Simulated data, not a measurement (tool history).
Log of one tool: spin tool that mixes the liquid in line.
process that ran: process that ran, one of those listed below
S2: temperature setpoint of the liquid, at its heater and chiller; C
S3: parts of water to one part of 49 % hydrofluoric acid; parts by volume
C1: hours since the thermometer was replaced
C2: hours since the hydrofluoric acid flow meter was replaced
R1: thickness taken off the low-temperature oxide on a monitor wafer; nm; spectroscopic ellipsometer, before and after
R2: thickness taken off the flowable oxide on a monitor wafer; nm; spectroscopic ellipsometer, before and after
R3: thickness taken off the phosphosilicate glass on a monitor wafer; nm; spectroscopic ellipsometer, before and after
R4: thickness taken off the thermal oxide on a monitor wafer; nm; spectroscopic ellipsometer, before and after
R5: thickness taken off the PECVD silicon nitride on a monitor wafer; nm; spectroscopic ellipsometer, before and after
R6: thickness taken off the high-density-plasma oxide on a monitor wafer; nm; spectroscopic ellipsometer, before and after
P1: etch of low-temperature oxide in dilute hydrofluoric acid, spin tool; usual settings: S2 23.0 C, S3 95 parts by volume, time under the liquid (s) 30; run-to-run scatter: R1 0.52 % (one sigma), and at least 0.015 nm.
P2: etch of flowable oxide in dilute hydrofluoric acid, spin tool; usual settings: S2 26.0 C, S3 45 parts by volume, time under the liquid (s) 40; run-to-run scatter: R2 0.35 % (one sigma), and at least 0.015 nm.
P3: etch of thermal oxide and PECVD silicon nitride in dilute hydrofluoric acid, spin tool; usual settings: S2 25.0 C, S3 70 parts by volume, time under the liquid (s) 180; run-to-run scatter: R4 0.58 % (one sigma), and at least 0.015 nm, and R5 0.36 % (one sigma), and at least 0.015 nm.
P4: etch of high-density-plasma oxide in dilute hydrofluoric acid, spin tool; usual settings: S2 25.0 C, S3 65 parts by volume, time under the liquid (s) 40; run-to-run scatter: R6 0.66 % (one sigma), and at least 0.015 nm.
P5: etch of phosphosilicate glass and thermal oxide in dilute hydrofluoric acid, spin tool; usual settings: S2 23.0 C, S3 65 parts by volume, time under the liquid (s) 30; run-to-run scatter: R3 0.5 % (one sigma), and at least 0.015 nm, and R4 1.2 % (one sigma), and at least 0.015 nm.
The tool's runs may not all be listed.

run 1 hour=5.7 | process_that_ran=P1 S2=23.0 S3=95 time_under_the_liquid_(s)=30 | C1=329.3 C2=1544.2 | R1=7.4014
run 2 hour=13.3 | process_that_ran=P2 S2=26.0 S3=65 time_under_the_liquid_(s)=40 | C1=336.9 C2=1551.8 | R2=33.146
run 3 hour=20.9 | process_that_ran=P1 S2=23.0 S3=140 time_under_the_liquid_(s)=15 | C1=344.5 C2=1559.4 | R1=2.3942
run 4 hour=29.2 | process_that_ran=P5 S2=17.5 S3=65 time_under_the_liquid_(s)=30 | C1=352.8 C2=1567.7 | R3=32.629 R4=1.6745
run 5 hour=35.5 | process_that_ran=P1 S2=23.0 S3=95 time_under_the_liquid_(s)=30 | C1=359.1 C2=1574.0 | R1=7.4162
run 6 hour=42.2 | process_that_ran=P1 S2=23.0 S3=95 time_under_the_liquid_(s)=30 | C1=365.8 C2=1580.7 | R1=7.3935
run 7 hour=46.0 | process_that_ran=P3 S2=25.0 S3=70 time_under_the_liquid_(s)=15 | C1=369.6 C2=1584.5 | R4=1.1120 R5=1.2119
run 8 hour=52.2 | process_that_ran=P1 S2=23.0 S3=20 time_under_the_liquid_(s)=50 | C1=375.8 C2=1590.7 | R1=64.7130
run 9 hour=57.3 | process_that_ran=P1 S2=17.0 S3=95 time_under_the_liquid_(s)=30 | C1=380.9 C2=1595.8 | R1=5.8314
run 10 hour=63.2 | process_that_ran=P3 S2=25.0 S3=70 time_under_the_liquid_(s)=180 | C1=386.8 C2=1601.7 | R4=13.5070 R5=14.4000
run 11 hour=68.5 | process_that_ran=P1 S2=23.0 S3=95 time_under_the_liquid_(s)=30 | C1=392.1 C2=1607.0 | R1=7.3952
run 12 hour=74.7 | process_that_ran=P3 S2=25.0 S3=70 time_under_the_liquid_(s)=180 | C1=398.3 C2=1613.2 | R4=13.4280 R5=14.4710
run 13 hour=83.4 | process_that_ran=P1 S2=23.0 S3=95 time_under_the_liquid_(s)=30 | C1=407.0 C2=1621.9 | R1=7.3498
run 14 hour=88.1 | process_that_ran=P3 S2=29.5 S3=70 time_under_the_liquid_(s)=180 | C1=411.7 C2=1626.6 | R4=16.2380 R5=19.4200
run 15 hour=93.4 | process_that_ran=P3 S2=25.0 S3=125 time_under_the_liquid_(s)=180 | C1=417.0 C2=1631.9 | R4=7.0684 R5=8.1696
run 16 hour=100.5 | process_that_ran=P4 S2=25.0 S3=35 time_under_the_liquid_(s)=40 | C1=424.1 C2=1639.0 | R6=8.3882
run 17 hour=109.1 | process_that_ran=P5 S2=23.0 S3=65 time_under_the_liquid_(s)=30 | C1=432.7 C2=1647.6 | R3=41.303 R4=2.0649
run 18 hour=116.0 | process_that_ran=P1 S2=23.0 S3=95 time_under_the_liquid_(s)=30 | C1=439.6 C2=1654.5 | R1=7.4872
run 19 hour=122.6 | process_that_ran=P4 S2=25.0 S3=65 time_under_the_liquid_(s)=15 | C1=446.2 C2=1661.1 | R6=1.6116
run 20 hour=126.7 | process_that_ran=P2 S2=26.0 S3=45 time_under_the_liquid_(s)=60 | C1=450.3 C2=1665.2 | R2=74.165
run 21 hour=133.7 | process_that_ran=P5 S2=23.0 S3=65 time_under_the_liquid_(s)=15 | C1=457.3 C2=1672.2 | R3=20.521 R4=1.0324
run 22 hour=141.3 | process_that_ran=P1 S2=23.0 S3=95 time_under_the_liquid_(s)=15 | C1=464.9 C2=1679.8 | R1=3.7371

Forecast run 23:
run 23 hour=148.4 | process_that_ran=P1 S2=23.0 S3=95 time_under_the_liquid_(s)=55 | C1=472.0 C2=1686.9 | R1=?

{"run 23": {"R1": 13.596}}
